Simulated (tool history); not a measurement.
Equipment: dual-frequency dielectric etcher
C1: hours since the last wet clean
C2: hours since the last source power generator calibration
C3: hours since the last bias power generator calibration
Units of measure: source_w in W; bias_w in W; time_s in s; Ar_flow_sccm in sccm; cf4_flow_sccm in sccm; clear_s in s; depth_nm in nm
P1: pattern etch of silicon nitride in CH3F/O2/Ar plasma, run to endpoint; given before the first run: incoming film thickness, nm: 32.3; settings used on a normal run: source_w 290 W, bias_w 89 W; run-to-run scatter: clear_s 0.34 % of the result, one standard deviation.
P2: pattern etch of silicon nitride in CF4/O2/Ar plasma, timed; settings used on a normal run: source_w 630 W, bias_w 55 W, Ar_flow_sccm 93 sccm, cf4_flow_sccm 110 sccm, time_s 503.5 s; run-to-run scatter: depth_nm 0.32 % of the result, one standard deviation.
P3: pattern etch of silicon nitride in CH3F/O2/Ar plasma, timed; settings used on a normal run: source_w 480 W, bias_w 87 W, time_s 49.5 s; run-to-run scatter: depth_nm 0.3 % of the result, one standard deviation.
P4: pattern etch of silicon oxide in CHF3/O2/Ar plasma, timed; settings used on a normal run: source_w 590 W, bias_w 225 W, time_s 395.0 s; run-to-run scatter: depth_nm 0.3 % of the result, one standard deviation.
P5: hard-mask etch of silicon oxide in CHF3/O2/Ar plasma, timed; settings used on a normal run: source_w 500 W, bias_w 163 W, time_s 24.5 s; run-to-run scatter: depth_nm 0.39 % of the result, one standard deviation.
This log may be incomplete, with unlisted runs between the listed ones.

{"run": 1, "hour": 5.8, "process": "P1", "source_w": 290, "bias_w": 89, "C1": 101.8, "C2": 3345.9, "C3": 1092.1, "clear_s": 47.79}
{"run": 2, "hour": 8.8, "process": "P1", "source_w": 290, "bias_w": 70, "C1": 104.8, "C2": 3348.9, "C3": 1095.1, "clear_s": 52.396}
{"run": 3, "hour": 14.3, "process": "P5", "source_w": 500, "bias_w": 163, "time_s": 24.5, "C1": 110.3, "C2": 3354.4, "C3": 1100.6, "depth_nm": 43.06}
{"run": 4, "hour": 17.9, "process": "P1", "source_w": 290, "bias_w": 89, "C1": 113.9, "C2": 3358.0, "C3": 1104.2, "clear_s": 48.047}
{"run": 5, "hour": 20.9, "process": "P5", "source_w": 670, "bias_w": 163, "time_s": 24.5, "C1": 116.9, "C2": 3361.0, "C3": 1107.2, "depth_nm": 48.273}
{"run": 6, "hour": 23.9, "process": "P1", "source_w": 290, "bias_w": 89, "C1": 119.9, "C2": 3364.0, "C3": 1110.2, "clear_s": 48.027}
{"run": 7, "hour": 28.8, "process": "P3", "source_w": 480, "bias_w": 121, "time_s": 49.5, "C1": 124.8, "C2": 3368.9, "C3": 1115.1, "depth_nm": 43.394}
{"run": 8, "hour": 34.4, "process": "P3", "source_w": 310, "bias_w": 87, "time_s": 49.5, "C1": 130.4, "C2": 3374.5, "C3": 1120.7, "depth_nm": 32.751}
{"run": 9, "hour": 37.7, "process": "P2", "source_w": 630, "bias_w": 55, "time_s": 503.5, "Ar_flow_sccm": 93, "cf4_flow_sccm": 71, "C1": 133.7, "C2": 3377.8, "C3": 1124.0, "depth_nm": 1152.0}
{"run": 10, "hour": 42.9, "process": "P2", "source_w": 630, "bias_w": 55, "time_s": 503.5, "Ar_flow_sccm": 64, "cf4_flow_sccm": 110, "C1": 138.9, "C2": 3383.0, "C3": 1129.2, "depth_nm": 1271.5}
{"run": 11, "hour": 48.7, "process": "P1", "source_w": 290, "bias_w": 114, "C1": 144.7, "C2": 3388.8, "C3": 1135.0, "clear_s": 44.012}
{"run": 12, "hour": 51.3, "process": "P4", "source_w": 590, "bias_w": 225, "time_s": 395.0, "C1": 147.3, "C2": 3391.4, "C3": 1137.6, "depth_nm": 842.99}
{"run": 13, "hour": 57.4, "process": "P2", "source_w": 630, "bias_w": 55, "time_s": 277.0, "Ar_flow_sccm": 93, "cf4_flow_sccm": 110, "C1": 153.4, "C2": 3397.5, "C3": 1143.7, "depth_nm": 671.24}
{"run": 14, "hour": 61.3, "process": "P1", "source_w": 200, "bias_w": 57, "C1": 157.3, "C2": 3401.4, "C3": 1147.6, "clear_s": 64.861}
{"run": 15, "hour": 66.5, "process": "P5", "source_w": 500, "bias_w": 163, "time_s": 30.5, "C1": 162.5, "C2": 3406.6, "C3": 1152.8, "depth_nm": 53.686}
{"run": 16, "hour": 71.1, "process": "P5", "source_w": 500, "bias_w": 213, "time_s": 24.5, "C1": 167.1, "C2": 3411.2, "C3": 1157.4, "depth_nm": 47.196}
{"run": 17, "hour": 75.3, "process": "P4", "source_w": 590, "bias_w": 225, "time_s": 260.0, "C1": 171.3, "C2": 3415.4, "C3": 1161.6, "depth_nm": 552.41}
{"run": 18, "hour": 78.0, "process": "P3", "source_w": 480, "bias_w": 87, "time_s": 27.0, "C1": 174.0, "C2": 3418.1, "C3": 1164.3, "depth_nm": 21.151}
{"run": 19, "hour": 81.3, "process": "P5", "source_w": 500, "bias_w": 163, "time_s": 24.5, "C1": 177.3, "C2": 3421.4, "C3": 1167.6, "depth_nm": 43.245}
{"run": 20, "hour": 86.4, "process": "P3", "source_w": 480, "bias_w": 87, "time_s": 49.5, "C1": 182.4, "C2": 3426.5, "C3": 1172.7, "depth_nm": 38.693}
{"run": 21, "hour": 92.4, "process": "P4", "source_w": 590, "bias_w": 225, "time_s": 395.0, "C1": 188.4, "C2": 3432.5, "C3": 1178.7, "depth_nm": 838.48}
{"run": 22, "hour": 95.8, "process": "P2", "source_w": 630, "bias_w": 55, "time_s": 503.5, "Ar_flow_sccm": 93, "cf4_flow_sccm": 110, "C1": 191.8, "C2": 3435.9, "C3": 1182.1, "depth_nm": 1210.3}
{"run": 23, "hour": 100.5, "process": "P1", "source_w": 240, "bias_w": 89, "C1": 196.5, "C2": 3440.6, "C3": 1186.8, "clear_s": 51.36}
{"run": 24, "hour": 103.7, "process": "P2", "source_w": 630, "bias_w": 70, "time_s": 503.5, "Ar_flow_sccm": 93, "cf4_flow_sccm": 110, "C1": 199.7, "C2": 3443.8, "C3": 1190.0, "depth_nm": 1339.7}
{"run": 25, "hour": 107.3, "process": "P1", "source_w": 390, "bias_w": 89, "C1": 203.3, "C2": 3447.4, "C3": 1193.6, "clear_s": 43.054}
{"run": 26, "hour": 112.5, "process": "P2", "source_w": 800, "bias_w": 55, "time_s": 503.5, "Ar_flow_sccm": 93, "cf4_flow_sccm": 110, "C1": 208.5, "C2": 3452.6, "C3": 1198.8, "depth_nm": 1496.7}
{"run": 27, "hour": 117.7, "process": "P4", "source_w": 590, "bias_w": 272, "time_s": 395.0, "C1": 213.7, "C2": 3457.8, "C3": 1204.0, "depth_nm": 898.83}
{"run": 28, "hour": 120.6, "process": "P4", "source_w": 450, "bias_w": 225, "time_s": 395.0, "C1": 216.6, "C2": 3460.7, "C3": 1206.9, "depth_nm": 760.86}
{"run": 29, "hour": 124.9, "process": "P1", "source_w": 290, "bias_w": 89, "C1": 220.9, "C2": 3465.0, "C3": 1211.2, "clear_s": 48.139}
{"run": 30, "hour": 130.8, "process": "P1", "source_w": 290, "bias_w": 89, "C1": 226.8, "C2": 3470.9, "C3": 1217.1, "clear_s": 48.02}
{"run": 31, "hour": 135.6, "process": "P1", "source_w": 290, "bias_w": 89, "C1": 231.6, "C2": 3475.7, "C3": 1221.9, "clear_s": 47.915}
{"run": 32, "hour": 140.5, "process": "P1", "source_w": 290, "bias_w": 89, "C1": 236.5, "C2": 3480.6, "C3": 1226.8, "clear_s": 47.634}
{"hour": 143.9, "done": "wet clean of the chamber"}
{"run": 33, "hour": 143.9, "process": "P1", "source_w": 290, "bias_w": 89, "C1": 0.0, "C2": 3484.0, "C3": 1230.2, "clear_s": 47.461}
{"run": 34, "hour": 147.3, "process": "P1", "source_w": 290, "bias_w": 89, "C1": 3.4, "C2": 3487.4, "C3": 1233.6, "clear_s": 47.049}
{"run": 35, "hour": 151.1, "process": "P1", "source_w": 290, "bias_w": 89, "C1": 7.2, "C2": 3491.2, "C3": 1237.4, "clear_s": 47.425}
{"run": 36, "hour": 156.1, "process": "P1", "source_w": 290, "bias_w": 89, "C1": 12.2, "C2": 3496.2, "C3": 1242.4, "clear_s": 47.119}

Compared with where it was, what P1 gives has crept away. Each cause listed below fits the log as well as the rest, at the size given for it:
A: source power that arrives over what is set, % = 4.74
B: bias power that arrives over what is set, % = 4.8
Creep in the process output first set in at about hour 130.8.
Each remaining cause and why it is not a fit:
chamber walls in a state that raises the etch rate, %: serviced at hour 143.9, which brought nothing back

Consider the 4 single-wafer check runs listed below, results given as question marks: which one distinguishes between the causes by giving clearly different results for each?
{"run": "check 1", "hour": 161.1, "process": "P4", "source_w": 590, "bias_w": 260, "time_s": 266.5, "depth_nm": "?"}
{"run": "check 2", "hour": 161.1, "process": "P5", "source_w": 500, "bias_w": 206, "time_s": 24.5, "depth_nm": "?"}
{"run": "check 3", "hour": 161.1, "process": "P2", "source_w": 630, "bias_w": 55, "time_s": 417.0, "Ar_flow_sccm": 93, "cf4_flow_sccm": 110, "depth_nm": "?"}
{"run": "check 4", "hour": 161.1, "process": "P3", "source_w": 310, "bias_w": 120, "time_s": 49.5, "depth_nm": "?"}

What every check run would give for each of its results, assuming each possible cause in turn:
check=check_1 result=depth_nm if_A=607.980 if_B=607.730
check=check_2 result=depth_nm if_A=47.552 if_B=47.501
check=check_3 result=depth_nm if_A=1047.400 if_B=1023.500
check=check_4 result=depth_nm if_A=37.661 if_B=37.702
How far apart the two closest causes lie, in the result that separates them most: check 1 0.04 %; check 2 0.11 %; check 3 2.31 %; check 4 0.11 %
Check 3 distinguishes between the causes, while the remaining checks would return nearly the same result for all of them.

Running check 3 produced the following: depth_nm 1044.600 nm. Which one of the listed causes fits?

A is the cause: source power that arrives over what is set, %.
